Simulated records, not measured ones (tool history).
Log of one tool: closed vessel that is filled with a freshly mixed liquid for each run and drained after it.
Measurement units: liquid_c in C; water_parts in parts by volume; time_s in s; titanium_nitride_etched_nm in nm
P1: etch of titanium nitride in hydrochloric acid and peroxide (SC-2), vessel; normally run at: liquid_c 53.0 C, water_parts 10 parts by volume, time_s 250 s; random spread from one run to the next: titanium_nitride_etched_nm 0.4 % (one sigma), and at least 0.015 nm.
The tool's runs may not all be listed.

run	hour	liquid_c	water_parts	time_s	titanium_nitride_etched_nm
1	5.2	53.0	10	250	5.63090
2	13.3	45.5	10	435	5.95760
3	21.0	53.0	10	250	5.65870
4	25.0	53.0	10	250	5.64650
5	33.2	53.0	10	30	0.66712
6	40.2	39.0	10	250	2.14470
# hour 42.2: chemicals flow meter replaced
# hour 43.9: new drum of peroxide connected
7	48.4	59.5	10	405	13.99900
8	53.6	53.0	10	250	5.64850
9	61.1	53.0	10	250	5.68460
10	67.0	53.0	10	470	10.64100
11	75.2	68.0	10	250	14.43000
# hour 75.5: thermometer replaced
12	81.3	53.0	18	250	3.37430
13	86.9	53.0	4	250	11.34200
14	90.8	53.0	10	250	5.62520

Expected results for the next run?
15	96.2	53.0	10	250	?

titanium_nitride_etched_nm: 5.68450 nm
